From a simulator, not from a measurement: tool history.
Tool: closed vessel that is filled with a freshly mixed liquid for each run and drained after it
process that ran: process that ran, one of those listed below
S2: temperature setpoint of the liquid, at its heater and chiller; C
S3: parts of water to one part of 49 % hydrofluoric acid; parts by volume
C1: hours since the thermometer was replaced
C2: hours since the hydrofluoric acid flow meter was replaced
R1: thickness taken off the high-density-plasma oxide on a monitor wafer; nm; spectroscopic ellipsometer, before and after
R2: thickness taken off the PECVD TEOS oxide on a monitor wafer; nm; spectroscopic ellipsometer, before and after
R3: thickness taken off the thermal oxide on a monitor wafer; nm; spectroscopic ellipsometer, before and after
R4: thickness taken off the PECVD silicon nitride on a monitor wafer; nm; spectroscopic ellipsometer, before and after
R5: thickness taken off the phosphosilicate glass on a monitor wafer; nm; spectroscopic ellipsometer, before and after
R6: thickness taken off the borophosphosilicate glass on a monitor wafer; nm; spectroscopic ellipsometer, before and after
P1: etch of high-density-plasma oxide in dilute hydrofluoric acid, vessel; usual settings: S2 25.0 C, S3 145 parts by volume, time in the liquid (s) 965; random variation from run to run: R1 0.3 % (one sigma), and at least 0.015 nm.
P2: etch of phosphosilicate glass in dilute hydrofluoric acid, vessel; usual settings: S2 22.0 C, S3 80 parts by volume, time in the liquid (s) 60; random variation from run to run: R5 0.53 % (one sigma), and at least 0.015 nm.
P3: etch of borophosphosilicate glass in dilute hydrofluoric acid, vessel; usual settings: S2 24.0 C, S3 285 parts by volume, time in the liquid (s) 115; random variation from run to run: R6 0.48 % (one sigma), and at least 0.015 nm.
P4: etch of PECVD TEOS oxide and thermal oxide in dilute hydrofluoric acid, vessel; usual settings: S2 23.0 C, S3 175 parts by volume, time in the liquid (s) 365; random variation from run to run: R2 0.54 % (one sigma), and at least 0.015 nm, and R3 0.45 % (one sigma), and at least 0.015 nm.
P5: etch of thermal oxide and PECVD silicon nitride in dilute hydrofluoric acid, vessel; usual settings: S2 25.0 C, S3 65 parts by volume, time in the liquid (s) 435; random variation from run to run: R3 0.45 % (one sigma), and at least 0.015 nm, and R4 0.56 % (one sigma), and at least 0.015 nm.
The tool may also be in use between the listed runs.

{"run": 1, "hour": 6.4, "process that ran": "P1", "S2": 25.0, "S3": 145, "time in the liquid (s)": 965, "C1": 340.8, "C2": 353.6, "R1": 33.936}
{"run": 2, "hour": 12.1, "process that ran": "P1", "S2": 25.0, "S3": 145, "time in the liquid (s)": 965, "C1": 346.5, "C2": 359.3, "R1": 34.041}
{"run": 3, "hour": 16.3, "process that ran": "P1", "S2": 25.0, "S3": 145, "time in the liquid (s)": 270, "C1": 350.7, "C2": 363.5, "R1": 9.5141}
{"run": 4, "hour": 21.5, "process that ran": "P4", "S2": 17.0, "S3": 175, "time in the liquid (s)": 365, "C1": 355.9, "C2": 368.7, "R2": 34.703, "R3": 6.6001}
{"run": 5, "hour": 26.4, "process that ran": "P1", "S2": 25.0, "S3": 145, "time in the liquid (s)": 965, "C1": 360.8, "C2": 373.6, "R1": 33.865}
{"run": 6, "hour": 31.5, "process that ran": "P5", "S2": 20.0, "S3": 65, "time in the liquid (s)": 435, "C1": 365.9, "C2": 378.7, "R3": 28.136, "R4": 12.236}
{"run": 7, "hour": 37.5, "process that ran": "P1", "S2": 25.0, "S3": 145, "time in the liquid (s)": 965, "C1": 371.9, "C2": 384.7, "R1": 33.98}
{"run": 8, "hour": 43.6, "process that ran": "P2", "S2": 28.0, "S3": 80, "time in the liquid (s)": 60, "C1": 378.0, "C2": 390.8, "R5": 177.59}
{"run": 9, "hour": 49.2, "process that ran": "P2", "S2": 22.0, "S3": 145, "time in the liquid (s)": 60, "C1": 383.6, "C2": 396.4, "R5": 71.166}
{"run": 10, "hour": 53.8, "process that ran": "P1", "S2": 25.0, "S3": 65, "time in the liquid (s)": 965, "C1": 388.2, "C2": 401.0, "R1": 84.28}
{"run": 11, "hour": 58.9, "process that ran": "P2", "S2": 22.0, "S3": 80, "time in the liquid (s)": 60, "C1": 393.3, "C2": 406.1, "R5": 140.4}
{"run": 12, "hour": 65.6, "process that ran": "P5", "S2": 25.0, "S3": 110, "time in the liquid (s)": 435, "C1": 400.0, "C2": 412.8, "R3": 19.244, "R4": 10.088}
{"run": 13, "hour": 71.4, "process that ran": "P1", "S2": 25.0, "S3": 145, "time in the liquid (s)": 965, "C1": 405.8, "C2": 418.6, "R1": 34.055}
{"run": 14, "hour": 75.9, "process that ran": "P3", "S2": 24.0, "S3": 285, "time in the liquid (s)": 180, "C1": 410.3, "C2": 423.1, "R6": 24.682}
{"run": 15, "hour": 80.1, "process that ran": "P1", "S2": 31.5, "S3": 145, "time in the liquid (s)": 1740, "C1": 414.5, "C2": 427.3, "R1": 77.732}
{"run": 16, "hour": 85.9, "process that ran": "P4", "S2": 23.0, "S3": 175, "time in the liquid (s)": 365, "C1": 420.3, "C2": 433.1, "R2": 43.741, "R3": 8.364}
{"run": 17, "hour": 89.3, "process that ran": "P4", "S2": 23.0, "S3": 175, "time in the liquid (s)": 115, "C1": 423.7, "C2": 436.5, "R2": 13.917, "R3": 2.6392}
{"run": 18, "hour": 92.6, "process that ran": "P1", "S2": 31.5, "S3": 70, "time in the liquid (s)": 965, "C1": 427.0, "C2": 439.8, "R1": 99.454}
{"run": 19, "hour": 98.7, "process that ran": "P2", "S2": 22.0, "S3": 80, "time in the liquid (s)": 30, "C1": 433.1, "C2": 445.9, "R5": 69.501}
{"run": 20, "hour": 103.2, "process that ran": "P1", "S2": 18.5, "S3": 145, "time in the liquid (s)": 965, "C1": 437.6, "C2": 450.4, "R1": 26.27}
{"run": 21, "hour": 109.5, "process that ran": "P3", "S2": 24.0, "S3": 285, "time in the liquid (s)": 115, "C1": 443.9, "C2": 456.7, "R6": 15.738}

Forecast run 22:
{"run": 22, "hour": 116.1, "process that ran": "P3", "S2": 24.0, "S3": 60, "time in the liquid (s)": 115, "C1": 450.5, "C2": 463.3, "R6": "?"}

R6: 96.621 nm
